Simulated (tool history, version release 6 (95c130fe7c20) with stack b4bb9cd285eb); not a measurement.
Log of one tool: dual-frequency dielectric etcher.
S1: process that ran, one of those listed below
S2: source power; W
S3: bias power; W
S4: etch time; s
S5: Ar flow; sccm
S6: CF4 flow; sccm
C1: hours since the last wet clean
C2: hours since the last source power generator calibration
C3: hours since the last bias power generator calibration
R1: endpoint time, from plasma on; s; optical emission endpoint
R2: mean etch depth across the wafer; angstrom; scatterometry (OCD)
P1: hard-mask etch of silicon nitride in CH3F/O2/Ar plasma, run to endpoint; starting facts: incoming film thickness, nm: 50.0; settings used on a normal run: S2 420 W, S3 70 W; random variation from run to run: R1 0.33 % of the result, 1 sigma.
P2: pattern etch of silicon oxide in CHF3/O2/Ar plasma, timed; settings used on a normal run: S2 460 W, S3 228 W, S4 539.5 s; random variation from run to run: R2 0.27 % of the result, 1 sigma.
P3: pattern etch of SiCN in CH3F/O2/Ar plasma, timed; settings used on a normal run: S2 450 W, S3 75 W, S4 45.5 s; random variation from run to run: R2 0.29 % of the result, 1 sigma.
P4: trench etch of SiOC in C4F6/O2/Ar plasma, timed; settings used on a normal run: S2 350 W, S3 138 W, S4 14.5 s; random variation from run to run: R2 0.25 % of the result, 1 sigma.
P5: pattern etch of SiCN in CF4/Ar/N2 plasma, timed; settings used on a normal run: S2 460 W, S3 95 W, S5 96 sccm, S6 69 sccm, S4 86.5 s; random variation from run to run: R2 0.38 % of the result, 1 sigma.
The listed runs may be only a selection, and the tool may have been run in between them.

{"run": 1, "hour": 8.2, "S1": "P1", "S2": 420, "S3": 70, "C1": 442, "C2": 1239.9, "C3": 1009.1, "R1": 69.654}
{"run": 2, "hour": 15.0, "S1": "P1", "S2": 320, "S3": 70, "C1": 448.8, "C2": 1246.7, "C3": 1015.9, "R1": 77.358}
{"run": 3, "hour": 25.0, "S1": "P2", "S2": 460, "S3": 228, "S4": 539.5, "C1": 458.8, "C2": 1256.7, "C3": 1025.9, "R2": 10451}
{"run": 4, "hour": 31.9, "S1": "P1", "S2": 580, "S3": 82, "C1": 465.7, "C2": 1263.6, "C3": 1032.8, "R1": 58.383}
{"run": 5, "hour": 38.3, "S1": "P5", "S2": 570, "S3": 95, "S4": 86.5, "S5": 96, "S6": 69, "C1": 472.1, "C2": 1270, "C3": 1039.2, "R2": 1031.1}
{"run": 6, "hour": 44.2, "S1": "P4", "S2": 420, "S3": 138, "S4": 14.5, "C1": 478, "C2": 1275.9, "C3": 1045.1, "R2": 282.56}
{"run": 7, "hour": 50.8, "S1": "P3", "S2": 270, "S3": 75, "S4": 45.5, "C1": 484.6, "C2": 1282.5, "C3": 1051.7, "R2": 147.86}
{"run": 8, "hour": 61.6, "S1": "P1", "S2": 420, "S3": 70, "C1": 495.4, "C2": 1293.3, "C3": 1062.5, "R1": 70.101}
{"run": 9, "hour": 67.7, "S1": "P2", "S2": 460, "S3": 228, "S4": 539.5, "C1": 501.5, "C2": 1299.4, "C3": 1068.6, "R2": 10462}
{"run": 10, "hour": 76.6, "S1": "P2", "S2": 460, "S3": 133, "S4": 539.5, "C1": 510.4, "C2": 1308.3, "C3": 1077.5, "R2": 8687.7}
{"run": 11, "hour": 86.4, "S1": "P5", "S2": 460, "S3": 95, "S4": 86.5, "S5": 96, "S6": 69, "C1": 520.2, "C2": 1318.1, "C3": 1087.3, "R2": 849.26}
{"run": 12, "hour": 98.5, "S1": "P1", "S2": 420, "S3": 70, "C1": 532.3, "C2": 1330.2, "C3": 1099.4, "R1": 69.846}
{"hour": 103.6, "done": "bias power generator calibrated"}
{"run": 13, "hour": 106.4, "S1": "P5", "S2": 460, "S3": 95, "S4": 121, "S5": 96, "S6": 69, "C1": 540.2, "C2": 1338.1, "C3": 2.9, "R2": 1186.9}
{"run": 14, "hour": 113.9, "S1": "P1", "S2": 420, "S3": 94, "C1": 547.7, "C2": 1345.6, "C3": 10.4, "R1": 63.049}
{"run": 15, "hour": 120.8, "S1": "P5", "S2": 460, "S3": 65, "S4": 86.5, "S5": 96, "S6": 69, "C1": 554.6, "C2": 1352.5, "C3": 17.3, "R2": 743.23}
{"run": 16, "hour": 131.2, "S1": "P1", "S2": 420, "S3": 70, "C1": 565, "C2": 1362.9, "C3": 27.7, "R1": 69.915}
{"hour": 137.8, "done": "source power generator calibrated"}
{"run": 17, "hour": 143.6, "S1": "P2", "S2": 660, "S3": 228, "S4": 539.5, "C1": 577.4, "C2": 5.8, "C3": 40.1, "R2": 11952}
{"run": 18, "hour": 149.3, "S1": "P4", "S2": 350, "S3": 138, "S4": 8.5, "C1": 583.1, "C2": 11.5, "C3": 45.8, "R2": 153.21}
{"run": 19, "hour": 158.3, "S1": "P3", "S2": 450, "S3": 75, "S4": 33, "C1": 592.1, "C2": 20.5, "C3": 54.8, "R2": 130.67}
{"run": 20, "hour": 167.1, "S1": "P1", "S2": 420, "S3": 52, "C1": 600.9, "C2": 29.3, "C3": 63.6, "R1": 76.84}

For run 21, what comes out?
{"run": 21, "hour": 172.9, "S1": "P5", "S2": 460, "S3": 95, "S4": 86.5, "S5": 96, "S6": 96, "C1": 606.7, "C2": 35.1, "C3": 69.4, "R2": "?"}

{"run 21": {"R2": 887.26}}
